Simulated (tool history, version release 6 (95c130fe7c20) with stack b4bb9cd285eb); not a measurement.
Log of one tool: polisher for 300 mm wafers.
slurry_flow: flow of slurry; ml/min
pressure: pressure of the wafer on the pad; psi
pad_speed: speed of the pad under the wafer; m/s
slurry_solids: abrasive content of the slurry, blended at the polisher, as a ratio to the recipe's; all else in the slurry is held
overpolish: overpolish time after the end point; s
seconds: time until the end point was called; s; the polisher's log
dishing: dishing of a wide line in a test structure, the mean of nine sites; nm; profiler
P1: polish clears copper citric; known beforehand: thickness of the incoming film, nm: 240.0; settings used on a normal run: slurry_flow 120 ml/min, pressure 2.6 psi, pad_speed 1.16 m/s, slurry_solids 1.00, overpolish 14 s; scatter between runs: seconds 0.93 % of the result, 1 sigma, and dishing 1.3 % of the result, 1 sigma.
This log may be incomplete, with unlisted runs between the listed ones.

run,hour,slurry_flow,pressure,pad_speed,slurry_solids,overpolish,seconds,dishing
1,7.4,120,2.6,1.16,1.00,14,96.286,24.0930
2,11.0,185,2.6,1.16,1.00,14,88.443,25.5830
3,16.5,120,2.6,1.16,1.00,14,97.292,24.3230
4,20.7,120,2.6,1.16,0.65,14,105.380,22.2150
5,25.1,85,2.6,1.16,1.00,14,104.290,22.8200
6,30.1,120,2.6,1.16,1.00,14,95.221,23.6060
7,35.9,120,3.3,1.16,0.55,14,86.739,26.4730
# hour 37.4: slurry nozzle cleaned
8,43.3,120,2.6,1.16,1.00,27,95.913,41.2370
9,50.9,120,2.6,1.16,1.00,14,95.832,24.0270
10,55.2,120,1.4,1.16,1.00,14,173.410,13.4210
11,59.7,120,2.6,1.48,1.00,14,75.684,29.5200
12,66.8,120,2.6,0.54,1.00,14,200.180,12.0380
13,73.0,120,4.0,1.16,1.00,14,62.550,35.5650

Run 14 has not been measured yet. What should we expect?
14,79.7,120,2.6,1.16,1.00,5,?,?

seconds: 95.696 s
dishing: 9.3317 nm

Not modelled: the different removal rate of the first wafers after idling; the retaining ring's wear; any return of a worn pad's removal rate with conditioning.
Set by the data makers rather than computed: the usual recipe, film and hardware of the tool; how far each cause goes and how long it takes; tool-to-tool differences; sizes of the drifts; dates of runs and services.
